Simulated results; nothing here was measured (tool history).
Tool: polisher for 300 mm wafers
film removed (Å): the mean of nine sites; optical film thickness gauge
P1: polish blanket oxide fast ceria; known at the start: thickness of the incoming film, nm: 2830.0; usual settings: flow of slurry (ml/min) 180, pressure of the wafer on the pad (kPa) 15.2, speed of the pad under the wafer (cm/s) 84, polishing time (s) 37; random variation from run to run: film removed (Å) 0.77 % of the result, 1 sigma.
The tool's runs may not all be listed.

run,day,flow of slurry (ml/min),pressure of the wafer on the pad (kPa),speed of the pad under the wafer (cm/s),polishing time (s),wafers polished on this pad,hours since the slurry nozzle was cleaned,hours since the head pressure was calibrated,film removed (Å)
1,0.233,180,15.2,84,37,511,84.4,290.1,3578.7
2,0.442,250,15.2,84,37,543,89.4,295.1,3669.6
3,0.567,180,15.2,84,37,562,92.4,298.1,3576.8
4,0.771,180,15.2,84,37,593,97.3,303,3612.9
5,0.942,180,10.3,84,37,618,101.4,307.1,2425.4
6,1.088,110,15.2,84,37,640,104.9,310.6,3208.6
7,1.238,180,15.2,84,37,663,108.5,314.2,3557.6
8,1.35,180,15.2,84,37,680,111.2,316.9,3540.1
9,1.562,180,15.2,84,19,712,116.3,322,1830.9
10,1.767,180,15.2,84,59,743,121.2,326.9,5662
11,1.992,180,15.2,132,37,777,126.6,332.3,5546.5
# day 2.096: slurry nozzle cleaned
12,2.183,180,15.2,84,37,806,2.2,336.9,3587.9
13,2.371,180,24.1,84,37,835,6.7,341.4,5700
14,2.55,180,15.2,84,37,862,11,345.7,3560.4
15,2.733,180,15.2,106,48,889,15.4,350.1,5803.3
16,2.871,180,15.2,38,37,910,18.7,353.4,1611.9
17,3.067,180,15.2,84,37,940,23.4,358.1,3565.8
18,3.292,180,15.2,84,37,974,28.8,363.5,3482.6
19,3.517,180,15.2,84,37,1008,34.2,368.9,3407.5
20,3.65,180,15.2,84,37,1028,37.4,372.1,3443.3
# day 3.679: worn pad replaced by a new one
21,3.808,180,15.2,84,37,19,41.2,375.9,3359
22,3.938,180,15.2,84,37,39,44.3,379,3406.2
23,4.154,180,15.2,84,37,71,49.5,384.2,3343.4
24,4.308,180,15.2,84,37,95,53.2,387.9,3356.9
25,4.429,180,15.2,84,37,113,56.1,390.8,3405.5
26,4.583,180,15.2,84,37,136,59.8,394.5,3318.1
27,4.812,180,15.2,84,37,171,65.3,400,3329.1

What P1 gives has crept away from where it was. These 2 causes fit the log equally well, each at the size given:
A: head's pressure below its setpoint, % = 6.26
B: slurry flow missing at the pad, % = 30.9
The creep began at about day 3.067.
Why every other cause is out:
removal rate lost through wear of the pad, %: serviced at day 3.679, which brought nothing back

4 check runs are offered, each on 3 wafers whose results are averaged, their results left as question marks. Which one tells the causes apart?
check 1,5.042,110,15.2,112,37,,,,?
check 2,5.042,180,15.2,122,54,,,,?
check 3,5.042,180,23.4,38,37,,,,?
check 4,5.042,180,15.2,84,57,,,,?

What each check would give under each cause:
check,result,if A,if B
check 1,film removed (Å),4060,3916.2
check 2,film removed (Å),7073.6,7072.8
check 3,film removed (Å),2333.1,2332.8
check 4,film removed (Å),5140.9,5140.3
How far apart the two closest causes lie, in the result that separates them most: check 1 3.61 %; check 2 0.01 %; check 3 0.01 %; check 4 0.01 %
Check 1 tells the causes apart: in the others they would give nearly the same result.

Then check 1 was run and gave: film removed (Å) 4033.7. Which cause is it?

It is A: head's pressure below its setpoint, %.
